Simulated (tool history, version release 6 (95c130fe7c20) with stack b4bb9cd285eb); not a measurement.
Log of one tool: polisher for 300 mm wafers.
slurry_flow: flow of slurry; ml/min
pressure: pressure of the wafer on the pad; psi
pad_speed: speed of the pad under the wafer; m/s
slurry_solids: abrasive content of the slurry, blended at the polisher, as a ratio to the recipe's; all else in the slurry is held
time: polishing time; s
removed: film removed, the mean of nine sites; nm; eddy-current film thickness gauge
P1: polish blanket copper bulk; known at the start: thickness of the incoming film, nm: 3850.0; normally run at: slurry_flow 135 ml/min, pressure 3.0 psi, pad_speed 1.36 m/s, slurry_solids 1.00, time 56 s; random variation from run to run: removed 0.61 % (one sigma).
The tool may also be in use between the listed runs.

Run 1, day 0.350: slurry_flow 135 ml/min, pressure 3.0 psi, pad_speed 1.36 m/s, slurry_solids 1.00, time 56 s. Result: removed 677.70 nm.
Run 2, day 0.596: slurry_flow 135 ml/min, pressure 3.0 psi, pad_speed 1.36 m/s, slurry_solids 1.00, time 83 s. Result: removed 1013.90 nm.
Run 3, day 0.954: slurry_flow 135 ml/min, pressure 3.0 psi, pad_speed 0.80 m/s, slurry_solids 1.00, time 56 s. Result: removed 402.77 nm.
Run 4, day 1.383: slurry_flow 95 ml/min, pressure 3.0 psi, pad_speed 1.36 m/s, slurry_solids 1.00, time 73 s. Result: removed 819.68 nm.
Run 5, day 1.592: slurry_flow 135 ml/min, pressure 3.0 psi, pad_speed 1.36 m/s, slurry_solids 0.50, time 56 s. Result: removed 584.51 nm.
Run 6, day 2.025: slurry_flow 135 ml/min, pressure 3.0 psi, pad_speed 1.36 m/s, slurry_solids 1.00, time 56 s. Result: removed 680.86 nm.
Run 7, day 2.346: slurry_flow 135 ml/min, pressure 3.0 psi, pad_speed 1.36 m/s, slurry_solids 1.00, time 56 s. Result: removed 679.11 nm.
Run 8, day 2.612: slurry_flow 135 ml/min, pressure 4.4 psi, pad_speed 1.36 m/s, slurry_solids 1.00, time 56 s. Result: removed 998.64 nm.
Run 9, day 2.842: slurry_flow 135 ml/min, pressure 3.0 psi, pad_speed 1.36 m/s, slurry_solids 1.40, time 88 s. Result: removed 1163.50 nm.
Run 10, day 3.183: slurry_flow 135 ml/min, pressure 3.0 psi, pad_speed 1.36 m/s, slurry_solids 1.00, time 33 s. Result: removed 401.57 nm.
Run 11, day 3.554: slurry_flow 135 ml/min, pressure 3.0 psi, pad_speed 1.36 m/s, slurry_solids 1.00, time 56 s. Result: removed 679.79 nm.
Run 12, day 3.767: slurry_flow 85 ml/min, pressure 3.0 psi, pad_speed 1.36 m/s, slurry_solids 1.00, time 56 s. Result: removed 610.03 nm.
Run 13, day 4.150: slurry_flow 135 ml/min, pressure 1.5 psi, pad_speed 1.36 m/s, slurry_solids 1.00, time 56 s. Result: removed 343.22 nm.
Run 14, day 4.358: slurry_flow 135 ml/min, pressure 3.0 psi, pad_speed 1.96 m/s, slurry_solids 1.00, time 56 s. Result: removed 992.22 nm.
Run 15, day 4.621: slurry_flow 205 ml/min, pressure 3.0 psi, pad_speed 1.36 m/s, slurry_solids 1.00, time 56 s. Result: removed 734.90 nm.
Run 16, day 4.858: slurry_flow 135 ml/min, pressure 3.0 psi, pad_speed 1.36 m/s, slurry_solids 1.25, time 56 s. Result: removed 718.01 nm.
Run 17, day 5.258: slurry_flow 135 ml/min, pressure 3.0 psi, pad_speed 1.36 m/s, slurry_solids 1.00, time 56 s. Result: removed 680.39 nm.
Run 18, day 5.504: slurry_flow 135 ml/min, pressure 3.0 psi, pad_speed 1.36 m/s, slurry_solids 1.00, time 56 s. Result: removed 671.71 nm.
Run 19, day 5.946: slurry_flow 135 ml/min, pressure 3.0 psi, pad_speed 1.36 m/s, slurry_solids 1.00, time 56 s. Result: removed 651.88 nm.
Run 20, day 6.404: slurry_flow 135 ml/min, pressure 3.0 psi, pad_speed 1.36 m/s, slurry_solids 1.00, time 56 s. Result: removed 635.48 nm.
Run 21, day 6.725: slurry_flow 135 ml/min, pressure 3.0 psi, pad_speed 1.36 m/s, slurry_solids 1.00, time 56 s. Result: removed 623.87 nm.
Run 22, day 7.129: slurry_flow 135 ml/min, pressure 3.0 psi, pad_speed 1.36 m/s, slurry_solids 1.00, time 56 s. Result: removed 622.24 nm.
Run 23, day 7.408: slurry_flow 135 ml/min, pressure 3.0 psi, pad_speed 1.36 m/s, slurry_solids 1.00, time 56 s. Result: removed 624.31 nm.
Run 24, day 7.667: slurry_flow 135 ml/min, pressure 3.0 psi, pad_speed 1.36 m/s, slurry_solids 1.00, time 56 s. Result: removed 621.39 nm.
At day 7.950: head pressure recalibrated.
Run 25, day 7.979: slurry_flow 135 ml/min, pressure 3.0 psi, pad_speed 1.36 m/s, slurry_solids 1.00, time 56 s. Result: removed 622.01 nm.
At day 8.054: slurry blender recalibrated.
Run 26, day 8.362: slurry_flow 135 ml/min, pressure 3.0 psi, pad_speed 1.36 m/s, slurry_solids 1.00, time 56 s. Result: removed 623.68 nm.
Run 27, day 8.775: slurry_flow 135 ml/min, pressure 3.0 psi, pad_speed 1.36 m/s, slurry_solids 1.00, time 56 s. Result: removed 613.96 nm.
Run 28, day 9.125: slurry_flow 135 ml/min, pressure 3.0 psi, pad_speed 1.36 m/s, slurry_solids 1.00, time 56 s. Result: removed 618.53 nm.

What P1 gives has crept away from where it was. These 2 causes fit the log equally well, each at the size given:
A: slurry flow missing at the pad, % = 35.5
B: removal rate lost through wear of the pad, % = 9.68
The creep began at about day 5.258.
Why every other cause is out:
head's pressure below its setpoint, %: serviced at day 7.950, which brought nothing back
abrasive missing from the slurry, %: serviced at day 8.054, which brought nothing back

4 check runs are offered, each on 5 wafers whose results are averaged, their results left as question marks. Which one tells the causes apart?
Run check 1, day 9.475: slurry_flow 135 ml/min, pressure 3.0 psi, pad_speed 0.86 m/s, slurry_solids 1.00, time 75 s. Result: removed ?.
Run check 2, day 9.475: slurry_flow 135 ml/min, pressure 4.3 psi, pad_speed 1.36 m/s, slurry_solids 0.65, time 56 s. Result: removed ?.
Run check 3, day 9.475: slurry_flow 175 ml/min, pressure 1.8 psi, pad_speed 1.36 m/s, slurry_solids 1.00, time 56 s. Result: removed ?.
Run check 4, day 9.475: slurry_flow 135 ml/min, pressure 3.0 psi, pad_speed 1.88 m/s, slurry_solids 1.00, time 56 s. Result: removed ?.

What each check would give under each cause:
  check   result    if A    if B
check 1  removed  522.24  522.33
check 2  removed  807.86  808.00
check 3  removed  394.88  386.61
check 4  removed  852.42  852.57
How far apart the two closest causes lie, in the result that separates them most: check 1 0.02 %; check 2 0.02 %; check 3 2.12 %; check 4 0.02 %
Only check 3 tells the causes apart: in the others they would give nearly the same result.

Check 3 was then run and gave: removed 385.60 nm. Which cause is it?

It is B: removal rate lost through wear of the pad, %.
